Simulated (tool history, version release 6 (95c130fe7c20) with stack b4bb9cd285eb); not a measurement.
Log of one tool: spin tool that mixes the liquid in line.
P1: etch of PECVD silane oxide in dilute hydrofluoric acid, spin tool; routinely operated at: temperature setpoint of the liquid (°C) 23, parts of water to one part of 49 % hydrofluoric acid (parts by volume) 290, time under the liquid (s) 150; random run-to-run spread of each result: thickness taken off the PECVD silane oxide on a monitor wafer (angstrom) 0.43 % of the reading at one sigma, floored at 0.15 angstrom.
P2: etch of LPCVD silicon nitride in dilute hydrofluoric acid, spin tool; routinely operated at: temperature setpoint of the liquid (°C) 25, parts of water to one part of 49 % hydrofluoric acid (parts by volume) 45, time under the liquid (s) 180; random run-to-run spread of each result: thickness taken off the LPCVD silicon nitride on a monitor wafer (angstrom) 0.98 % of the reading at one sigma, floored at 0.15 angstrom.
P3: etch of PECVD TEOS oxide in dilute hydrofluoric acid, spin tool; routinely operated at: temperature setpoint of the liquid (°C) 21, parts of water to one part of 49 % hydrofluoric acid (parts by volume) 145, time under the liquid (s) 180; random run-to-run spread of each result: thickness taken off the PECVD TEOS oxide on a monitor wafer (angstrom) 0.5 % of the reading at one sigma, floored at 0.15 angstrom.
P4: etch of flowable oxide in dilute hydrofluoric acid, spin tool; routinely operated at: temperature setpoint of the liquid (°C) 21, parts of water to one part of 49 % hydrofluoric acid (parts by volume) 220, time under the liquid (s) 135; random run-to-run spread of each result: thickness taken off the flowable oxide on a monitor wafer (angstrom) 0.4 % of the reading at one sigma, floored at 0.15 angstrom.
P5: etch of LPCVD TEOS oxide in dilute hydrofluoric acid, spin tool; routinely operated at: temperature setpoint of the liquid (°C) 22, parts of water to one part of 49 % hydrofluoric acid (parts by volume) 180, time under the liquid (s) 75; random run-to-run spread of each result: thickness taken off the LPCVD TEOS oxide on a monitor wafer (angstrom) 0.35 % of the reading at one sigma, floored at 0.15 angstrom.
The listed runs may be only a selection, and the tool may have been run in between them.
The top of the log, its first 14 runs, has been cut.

| run | day | process that ran | temperature setpoint of the liquid (°C) | parts of water to one part of 49 % hydrofluoric acid (parts by volume) | time under the liquid (s) | hours since the thermometer was replaced | hours since the hydrofluoric acid flow meter was replaced | thickness taken off the PECVD silane oxide on a monitor wafer (angstrom) | thickness taken off the PECVD TEOS oxide on a monitor wafer (angstrom) | thickness taken off the flowable oxide on a monitor wafer (angstrom) | thickness taken off the LPCVD TEOS oxide on a monitor wafer (angstrom) | thickness taken off the LPCVD silicon nitride on a monitor wafer (angstrom) |
|---|---|---|---|---|---|---|---|---|---|---|---|---|
| 15 | 2.783 | P2 | 32.5 | 45 | 180 | 373.4 | 461.2 |  |  |  |  | 36.77 |
| 16 | 2.938 | P5 | 22 | 180 | 40 | 377.1 | 464.9 |  |  |  | 55.347 |  |
| 17 | 3.108 | P3 | 21 | 145 | 320 | 381.2 | 469 |  | 440.2 |  |  |  |
| 18 | 3.346 | P1 | 23 | 165 | 150 | 386.9 | 474.7 | 184.25 |  |  |  |  |
| 19 | 3.521 | P5 | 29.5 | 180 | 75 | 391.1 | 478.9 |  |  |  | 136.9 |  |
| 20 | 3.721 | P5 | 22 | 180 | 75 | 395.9 | 483.7 |  |  |  | 103.94 |  |
| 21 | 3.904 | P3 | 17 | 145 | 180 | 400.3 | 488.1 |  | 211.94 |  |  |  |
| 22 | 4.071 | P1 | 29.5 | 495 | 150 | 404.3 | 492.1 | 55.334 |  |  |  |  |
| 23 | 4.192 | P2 | 25 | 45 | 335 | 407.2 | 495 |  |  |  |  | 41.678 |
| 24 | 4.412 | P1 | 23 | 290 | 150 | 412.5 | 500.3 | 92.899 |  |  |  |  |
| 25 | 4.6 | P1 | 23 | 415 | 150 | 417 | 504.8 | 57.164 |  |  |  |  |
| 26 | 4.842 | P1 | 23 | 290 | 150 | 422.8 | 510.6 | 92.67 |  |  |  |  |
| 27 | 4.988 | P4 | 28.5 | 220 | 135 | 426.3 | 514.1 |  |  | 176.31 |  |  |
| 28 | 5.117 | P2 | 25 | 75 | 180 | 429.4 | 517.2 |  |  |  |  | 13.499 |
| 29 | 5.342 | P2 | 25 | 45 | 180 | 434.8 | 522.6 |  |  |  |  | 22.441 |
| 30 | 5.504 | P1 | 28 | 290 | 265 | 438.7 | 526.5 | 192.9 |  |  |  |  |
| 31 | 5.75 | P1 | 17 | 290 | 150 | 444.6 | 532.4 | 73.945 |  |  |  |  |
| 32 | 5.879 | P2 | 25 | 45 | 180 | 447.7 | 535.5 |  |  |  |  | 23.037 |
| 33 | 6.008 | P5 | 22 | 250 | 75 | 450.8 | 538.6 |  |  |  | 68.953 |  |

Run 34 is up next; what results do you expect?
| 34 | 6.254 | P1 | 23 | 290 | 150 | 456.7 | 544.5 | ? |  |  |  |  |

Run 34 gave thickness taken off the PECVD silane oxide on a monitor wafer (angstrom) 92.366.

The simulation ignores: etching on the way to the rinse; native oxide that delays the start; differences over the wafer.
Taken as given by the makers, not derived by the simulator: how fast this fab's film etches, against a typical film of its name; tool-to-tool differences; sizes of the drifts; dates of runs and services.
